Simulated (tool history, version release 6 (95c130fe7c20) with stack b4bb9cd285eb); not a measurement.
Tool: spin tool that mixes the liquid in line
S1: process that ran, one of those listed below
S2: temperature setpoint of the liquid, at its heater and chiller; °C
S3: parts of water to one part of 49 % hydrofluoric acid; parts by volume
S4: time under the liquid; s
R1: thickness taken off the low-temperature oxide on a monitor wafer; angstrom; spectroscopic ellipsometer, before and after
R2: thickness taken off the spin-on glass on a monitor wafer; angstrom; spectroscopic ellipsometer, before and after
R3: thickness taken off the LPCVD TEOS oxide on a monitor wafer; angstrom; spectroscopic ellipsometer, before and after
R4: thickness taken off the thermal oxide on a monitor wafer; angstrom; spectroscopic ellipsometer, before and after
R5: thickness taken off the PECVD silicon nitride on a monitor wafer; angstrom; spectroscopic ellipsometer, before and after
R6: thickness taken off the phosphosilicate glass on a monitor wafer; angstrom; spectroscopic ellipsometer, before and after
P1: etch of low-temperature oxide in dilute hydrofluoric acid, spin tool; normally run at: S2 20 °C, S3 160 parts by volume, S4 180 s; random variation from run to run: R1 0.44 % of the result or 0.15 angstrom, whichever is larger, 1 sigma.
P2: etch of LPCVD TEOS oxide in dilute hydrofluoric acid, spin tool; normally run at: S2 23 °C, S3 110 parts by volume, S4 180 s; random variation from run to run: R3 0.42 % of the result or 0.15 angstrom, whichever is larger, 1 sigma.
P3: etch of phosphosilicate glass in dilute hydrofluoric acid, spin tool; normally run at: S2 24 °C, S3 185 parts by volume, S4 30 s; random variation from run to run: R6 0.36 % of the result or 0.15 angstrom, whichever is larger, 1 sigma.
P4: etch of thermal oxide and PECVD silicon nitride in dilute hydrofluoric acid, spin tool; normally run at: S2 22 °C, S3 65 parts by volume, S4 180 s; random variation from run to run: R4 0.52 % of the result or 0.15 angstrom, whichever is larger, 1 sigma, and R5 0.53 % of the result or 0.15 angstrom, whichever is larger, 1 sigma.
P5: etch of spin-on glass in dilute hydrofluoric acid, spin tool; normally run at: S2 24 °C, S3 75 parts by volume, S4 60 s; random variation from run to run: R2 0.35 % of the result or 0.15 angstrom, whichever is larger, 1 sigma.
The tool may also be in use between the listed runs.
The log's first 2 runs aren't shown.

{"run": 3, "day": 1.204, "S1": "P1", "S2": 20, "S3": 160, "S4": 180, "R1": 209.83}
{"run": 4, "day": 1.55, "S1": "P2", "S2": 23, "S3": 110, "S4": 15, "R3": 32.124}
{"run": 5, "day": 1.95, "S1": "P1", "S2": 28.5, "S3": 160, "S4": 180, "R1": 290.86}
{"run": 6, "day": 2.221, "S1": "P1", "S2": 20, "S3": 160, "S4": 180, "R1": 209.47}
{"run": 7, "day": 2.658, "S1": "P1", "S2": 20, "S3": 160, "S4": 60, "R1": 69.413}
{"run": 8, "day": 3.062, "S1": "P5", "S2": 24, "S3": 75, "S4": 60, "R2": 563.29}
{"run": 9, "day": 3.429, "S1": "P4", "S2": 22, "S3": 65, "S4": 325, "R4": 237.86, "R5": 76.529}
{"run": 10, "day": 3.833, "S1": "P3", "S2": 24, "S3": 185, "S4": 30, "R6": 214.07}
{"run": 11, "day": 4.296, "S1": "P2", "S2": 23, "S3": 110, "S4": 180, "R3": 390.76}
{"run": 12, "day": 4.7, "S1": "P5", "S2": 24, "S3": 75, "S4": 110, "R2": 1042}
{"run": 13, "day": 5.117, "S1": "P4", "S2": 22, "S3": 65, "S4": 180, "R4": 131.87, "R5": 42.763}
{"run": 14, "day": 5.433, "S1": "P3", "S2": 18.5, "S3": 185, "S4": 30, "R6": 173.19}
{"run": 15, "day": 5.754, "S1": "P5", "S2": 24, "S3": 75, "S4": 60, "R2": 566.07}
{"run": 16, "day": 6.138, "S1": "P1", "S2": 20, "S3": 40, "S4": 180, "R1": 954.38}
{"run": 17, "day": 6.588, "S1": "P1", "S2": 20, "S3": 160, "S4": 180, "R1": 207.33}
{"run": 18, "day": 6.938, "S1": "P4", "S2": 22, "S3": 35, "S4": 180, "R4": 255.81, "R5": 77.6}
{"run": 19, "day": 7.246, "S1": "P5", "S2": 27.5, "S3": 75, "S4": 60, "R2": 645.55}
{"run": 20, "day": 7.604, "S1": "P2", "S2": 30, "S3": 110, "S4": 180, "R3": 509.38}
{"run": 21, "day": 8.058, "S1": "P3", "S2": 24, "S3": 185, "S4": 30, "R6": 214.33}
{"run": 22, "day": 8.379, "S1": "P1", "S2": 27, "S3": 160, "S4": 55, "R1": 82.776}

The next listed run, before its measurement:
{"run": 23, "day": 8.617, "S1": "P1", "S2": 20, "S3": 240, "S4": 180, "R1": "?"}

{"run 23": {"R1": 128.75}}

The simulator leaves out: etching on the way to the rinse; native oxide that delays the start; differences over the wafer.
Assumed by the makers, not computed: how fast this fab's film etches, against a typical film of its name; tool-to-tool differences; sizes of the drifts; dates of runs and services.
